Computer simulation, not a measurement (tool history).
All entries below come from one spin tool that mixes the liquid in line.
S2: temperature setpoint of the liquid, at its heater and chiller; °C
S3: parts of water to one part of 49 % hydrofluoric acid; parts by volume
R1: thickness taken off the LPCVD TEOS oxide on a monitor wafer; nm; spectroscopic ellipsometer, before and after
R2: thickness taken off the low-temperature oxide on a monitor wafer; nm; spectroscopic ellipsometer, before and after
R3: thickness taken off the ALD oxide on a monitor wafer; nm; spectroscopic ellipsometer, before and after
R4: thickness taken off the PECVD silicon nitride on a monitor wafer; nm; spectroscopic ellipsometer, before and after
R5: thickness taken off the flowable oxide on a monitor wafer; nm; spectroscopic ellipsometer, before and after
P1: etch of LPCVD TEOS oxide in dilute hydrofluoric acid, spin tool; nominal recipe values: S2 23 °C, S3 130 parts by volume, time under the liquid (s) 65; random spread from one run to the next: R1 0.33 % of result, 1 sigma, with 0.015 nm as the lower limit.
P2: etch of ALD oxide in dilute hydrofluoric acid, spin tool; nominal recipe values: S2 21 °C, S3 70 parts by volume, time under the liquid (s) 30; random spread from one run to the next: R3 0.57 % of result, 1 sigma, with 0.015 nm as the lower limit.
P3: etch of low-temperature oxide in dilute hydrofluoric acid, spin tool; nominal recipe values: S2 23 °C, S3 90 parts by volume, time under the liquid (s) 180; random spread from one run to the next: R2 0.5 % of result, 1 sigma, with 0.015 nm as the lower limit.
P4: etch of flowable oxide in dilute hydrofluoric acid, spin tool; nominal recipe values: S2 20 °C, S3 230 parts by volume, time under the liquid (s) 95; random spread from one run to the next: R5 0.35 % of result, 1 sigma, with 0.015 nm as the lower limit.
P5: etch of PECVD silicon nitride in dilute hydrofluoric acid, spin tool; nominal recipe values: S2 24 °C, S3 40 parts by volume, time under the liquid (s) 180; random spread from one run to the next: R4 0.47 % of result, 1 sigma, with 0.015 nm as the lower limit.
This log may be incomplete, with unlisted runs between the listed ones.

Run 1, day 0.362: process that ran P1, S2 23 °C, S3 130 parts by volume, time under the liquid (s) 65. Result: R1 14.1 nm.
Run 2, day 0.579: process that ran P1, S2 23 °C, S3 70 parts by volume, time under the liquid (s) 115. Result: R1 49.575 nm.
Run 3, day 0.896: process that ran P3, S2 18 °C, S3 90 parts by volume, time under the liquid (s) 180. Result: R2 31.567 nm.
Run 4, day 1.225: process that ran P1, S2 23 °C, S3 130 parts by volume, time under the liquid (s) 65. Result: R1 14.067 nm.
Run 5, day 1.429: process that ran P2, S2 21 °C, S3 70 parts by volume, time under the liquid (s) 15. Result: R3 4.1181 nm.
Run 6, day 1.783: process that ran P5, S2 17.5 °C, S3 40 parts by volume, time under the liquid (s) 180. Result: R4 9.6692 nm.
Run 7, day 2.117: process that ran P2, S2 21 °C, S3 70 parts by volume, time under the liquid (s) 30. Result: R3 8.3064 nm.
Run 8, day 2.333: process that ran P2, S2 17 °C, S3 70 parts by volume, time under the liquid (s) 30. Result: R3 7.0231 nm.
Run 9, day 2.662: process that ran P3, S2 23 °C, S3 90 parts by volume, time under the liquid (s) 180. Result: R2 38.921 nm.
Run 10, day 3.021: process that ran P3, S2 23 °C, S3 90 parts by volume, time under the liquid (s) 325. Result: R2 69.859 nm.
Run 11, day 3.292: process that ran P5, S2 24 °C, S3 40 parts by volume, time under the liquid (s) 180. Result: R4 15.222 nm.
Run 12, day 3.575: process that ran P2, S2 21 °C, S3 70 parts by volume, time under the liquid (s) 30. Result: R3 8.2452 nm.
Run 13, day 3.933: process that ran P4, S2 20 °C, S3 230 parts by volume, time under the liquid (s) 35. Result: R5 4.7885 nm.
Run 14, day 4.238: process that ran P5, S2 24 °C, S3 40 parts by volume, time under the liquid (s) 35. Result: R4 2.9657 nm.
Run 15, day 4.596: process that ran P1, S2 23 °C, S3 130 parts by volume, time under the liquid (s) 130. Result: R1 27.993 nm.
Run 16, day 4.942: process that ran P5, S2 24 °C, S3 55 parts by volume, time under the liquid (s) 180. Result: R4 11.066 nm.
Run 17, day 5.238: process that ran P3, S2 23 °C, S3 90 parts by volume, time under the liquid (s) 180. Result: R2 38.975 nm.
Run 18, day 5.567: process that ran P1, S2 23 °C, S3 130 parts by volume, time under the liquid (s) 65. Result: R1 14.035 nm.
Run 19, day 5.896: process that ran P1, S2 23 °C, S3 215 parts by volume, time under the liquid (s) 65. Result: R1 7.7299 nm.
Run 20, day 6.212: process that ran P2, S2 21 °C, S3 20 parts by volume, time under the liquid (s) 30. Result: R3 30.753 nm.
Run 21, day 6.396: process that ran P4, S2 20 °C, S3 125 parts by volume, time under the liquid (s) 95. Result: R5 26.631 nm.
Run 22, day 6.721: process that ran P1, S2 23 °C, S3 130 parts by volume, time under the liquid (s) 35. Result: R1 7.498 nm.
Run 23, day 6.942: process that ran P3, S2 23 °C, S3 155 parts by volume, time under the liquid (s) 180. Result: R2 20.996 nm.
Run 24, day 7.138: process that ran P1, S2 31 °C, S3 130 parts by volume, time under the liquid (s) 65. Result: R1 18.956 nm.
Run 25, day 7.317: process that ran P1, S2 17 °C, S3 130 parts by volume, time under the liquid (s) 65. Result: R1 10.986 nm.
Run 26, day 7.675: process that ran P1, S2 23 °C, S3 25 parts by volume, time under the liquid (s) 65. Result: R1 83.312 nm.
Run 27, day 7.875: process that ran P1, S2 23 °C, S3 130 parts by volume, time under the liquid (s) 65. Result: R1 14.053 nm.
Run 28, day 8.108: process that ran P4, S2 20 °C, S3 230 parts by volume, time under the liquid (s) 95. Result: R5 12.977 nm.
Run 29, day 8.333: process that ran P4, S2 20 °C, S3 230 parts by volume, time under the liquid (s) 95. Result: R5 13.008 nm.
Run 30, day 8.496: process that ran P4, S2 27.5 °C, S3 230 parts by volume, time under the liquid (s) 95. Result: R5 17.064 nm.
Run 31, day 8.783: process that ran P1, S2 23 °C, S3 130 parts by volume, time under the liquid (s) 65. Result: R1 14.063 nm.
Run 32, day 9.025: process that ran P1, S2 23 °C, S3 130 parts by volume, time under the liquid (s) 65. Result: R1 13.678 nm.
Run 33, day 9.296: process that ran P1, S2 23 °C, S3 130 parts by volume, time under the liquid (s) 65. Result: R1 13.43 nm.
Run 34, day 9.583: process that ran P1, S2 23 °C, S3 130 parts by volume, time under the liquid (s) 65. Result: R1 13.362 nm.
Run 35, day 9.833: process that ran P1, S2 23 °C, S3 130 parts by volume, time under the liquid (s) 65. Result: R1 13.262 nm.
Run 36, day 10.117: process that ran P1, S2 23 °C, S3 130 parts by volume, time under the liquid (s) 65. Result: R1 13.255 nm.
Run 37, day 10.479: process that ran P1, S2 23 °C, S3 130 parts by volume, time under the liquid (s) 65. Result: R1 13.089 nm.
Run 38, day 10.642: process that ran P1, S2 23 °C, S3 130 parts by volume, time under the liquid (s) 65. Result: R1 13.107 nm.

P1 has crept away from where it was. The log is fitted equally well by each of these 2 causes, at the sizes shown:
A: liquid colder than its thermometer reads (K) = 1.67
B: hydrofluoric acid flow below the setpoint (%) = 5.53
The onset of the drift is placed at about day 8.783.

Which of the 4 check runs listed below separates the causes, so that each cause would produce a clearly different result? Each run uses one wafer, and its results are marked with question marks.
Run check 1, day 10.804: process that ran P3, S2 23 °C, S3 90 parts by volume, time under the liquid (s) 310. Result: R2 ?.
Run check 2, day 10.804: process that ran P4, S2 20 °C, S3 150 parts by volume, time under the liquid (s) 50. Result: R5 ?.
Run check 3, day 10.804: process that ran P5, S2 18.5 °C, S3 40 parts by volume, time under the liquid (s) 55. Result: R4 ?.
Run check 4, day 10.804: process that ran P2, S2 17 °C, S3 70 parts by volume, time under the liquid (s) 30. Result: R3 ?.

Outcome of each check run for each possible cause:
  check  result    if A    if B
check 1      R2  62.627  62.906
check 2      R5  10.624  10.635
check 3      R4  2.8136  2.9981
check 4      R3  6.5191  6.5903
How far apart the two closest causes lie, in the result that separates them most: check 1 0.44 %; check 2 0.1 %; check 3 6.35 %; check 4 1.09 %
Only in check 3 would the causes give clearly different results; in the remaining checks their results would be nearly the same.

Running check 3 produced the following: R4 2.7973 nm. Which one of the listed causes fits?

Of the candidate causes, it is A: liquid colder than its thermometer reads (K).

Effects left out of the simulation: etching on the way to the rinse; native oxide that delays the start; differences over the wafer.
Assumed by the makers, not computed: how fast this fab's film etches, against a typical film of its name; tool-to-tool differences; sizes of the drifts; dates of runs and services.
